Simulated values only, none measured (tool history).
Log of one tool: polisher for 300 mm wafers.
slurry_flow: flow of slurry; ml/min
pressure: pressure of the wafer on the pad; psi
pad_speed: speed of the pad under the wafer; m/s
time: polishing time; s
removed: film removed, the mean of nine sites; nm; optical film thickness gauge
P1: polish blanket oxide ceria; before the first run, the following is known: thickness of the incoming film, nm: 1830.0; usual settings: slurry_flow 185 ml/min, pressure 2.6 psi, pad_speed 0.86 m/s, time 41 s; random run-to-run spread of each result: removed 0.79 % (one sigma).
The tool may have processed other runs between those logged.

| run | day | slurry_flow | pressure | pad_speed | time | wafers polished on this pad | hours since the slurry nozzle was cleaned | hours since the head pressure was calibrated | removed |
|---|---|---|---|---|---|---|---|---|---|
| 1 | 0.212 | 185 | 2.6 | 0.86 | 41 | 891 | 262.3 | 312.5 | 131.460 |
| 2 | 0.412 | 250 | 2.6 | 0.86 | 41 | 936 | 267.1 | 317.3 | 137.710 |
| 3 | 0.600 | 185 | 2.6 | 1.32 | 41 | 978 | 271.6 | 321.8 | 203.420 |
| 4 | 0.804 | 110 | 2.6 | 0.86 | 41 | 1023 | 276.5 | 326.7 | 120.520 |
| 5 | 1.100 | 185 | 2.6 | 0.38 | 41 | 1090 | 283.6 | 333.8 | 58.888 |
| 6 | 1.262 | 185 | 2.6 | 0.86 | 41 | 1126 | 287.5 | 337.7 | 132.060 |
| 7 | 1.588 | 185 | 2.6 | 0.86 | 41 | 1199 | 295.3 | 345.5 | 131.120 |
| 8 | 1.812 | 185 | 1.5 | 0.86 | 41 | 1250 | 300.7 | 350.9 | 76.462 |
| 9 | 1.971 | 185 | 3.9 | 0.86 | 41 | 1285 | 304.5 | 354.7 | 199.530 |
| 10 | 2.117 | 185 | 2.6 | 0.86 | 58 | 1318 | 308.0 | 358.2 | 187.810 |
| 11 | 2.371 | 185 | 2.6 | 0.86 | 22 | 1375 | 314.1 | 364.3 | 71.613 |
|  | 2.471 | worn pad replaced by a new one |
| 12 | 2.554 | 185 | 2.6 | 0.86 | 41 | 18 | 318.5 | 368.7 | 132.290 |
| 13 | 2.746 | 240 | 2.6 | 0.86 | 57 | 61 | 323.1 | 373.3 | 191.740 |
| 14 | 2.900 | 185 | 2.6 | 0.86 | 41 | 96 | 326.8 | 377.0 | 130.890 |
| 15 | 3.088 | 185 | 2.6 | 0.86 | 41 | 138 | 331.3 | 381.5 | 132.980 |
| 16 | 3.262 | 185 | 2.6 | 0.86 | 41 | 177 | 335.5 | 385.7 | 132.520 |
| 17 | 3.467 | 185 | 2.6 | 0.86 | 41 | 223 | 340.4 | 390.6 | 129.750 |
| 18 | 3.712 | 185 | 2.6 | 0.86 | 41 | 278 | 346.3 | 396.5 | 126.710 |
|  | 3.829 | worn pad replaced by a new one |
| 19 | 3.996 | 185 | 2.6 | 0.86 | 41 | 38 | 353.1 | 403.3 | 127.620 |
| 20 | 4.200 | 185 | 2.6 | 0.86 | 41 | 83 | 358.0 | 408.2 | 124.000 |
| 21 | 4.346 | 185 | 2.6 | 0.86 | 41 | 116 | 361.5 | 411.7 | 123.940 |
| 22 | 4.525 | 185 | 2.6 | 0.86 | 41 | 156 | 365.8 | 416.0 | 124.780 |
| 23 | 4.696 | 185 | 2.6 | 0.86 | 41 | 195 | 369.9 | 420.1 | 126.130 |

P1 has crept away from where it was. The log is fitted equally well by each of these 2 causes, at the sizes shown:
A: head's pressure below its setpoint, % = 5.67
B: slurry flow missing at the pad, % = 29.3
Creep in the process output first set in at about day 3.262.
Ruled out, with reasons:
removal rate lost through wear of the pad, %: serviced after onset, at day 3.829, with no recovery of the prior output

Consider the 4 check runs below, whose results appear as question marks and each of which averages 3 wafers. Which one distinguishes the causes, in that each cause would give it a clearly different result?
| check 1 | 4.867 | 185 | 3.4 | 0.86 | 41 |  |  |  | ? |
| check 2 | 4.867 | 185 | 2.6 | 0.42 | 25 |  |  |  | ? |
| check 3 | 4.867 | 185 | 1.6 | 0.86 | 41 |  |  |  | ? |
| check 4 | 4.867 | 110 | 2.6 | 1.24 | 41 |  |  |  | ? |

Outcome of each check run for each possible cause:
| check | result | if A | if B |
|---|---|---|---|
| check 1 | removed | 163.280 | 163.270 |
| check 2 | removed | 37.182 | 37.180 |
| check 3 | removed | 76.837 | 76.834 |
| check 4 | removed | 163.670 | 158.060 |
Per check, the gap between the least separated pair of causes, taken in the result that splits them most: check 1 0 %; check 2 0 %; check 3 0 %; check 4 3.49 %
The causes can be told apart only by check 4. The other checks would give nearly the same results under each of them.

Check 4 was then run and gave: removed 163.120 nm. Which cause is it?

It is A: head's pressure below its setpoint, %.
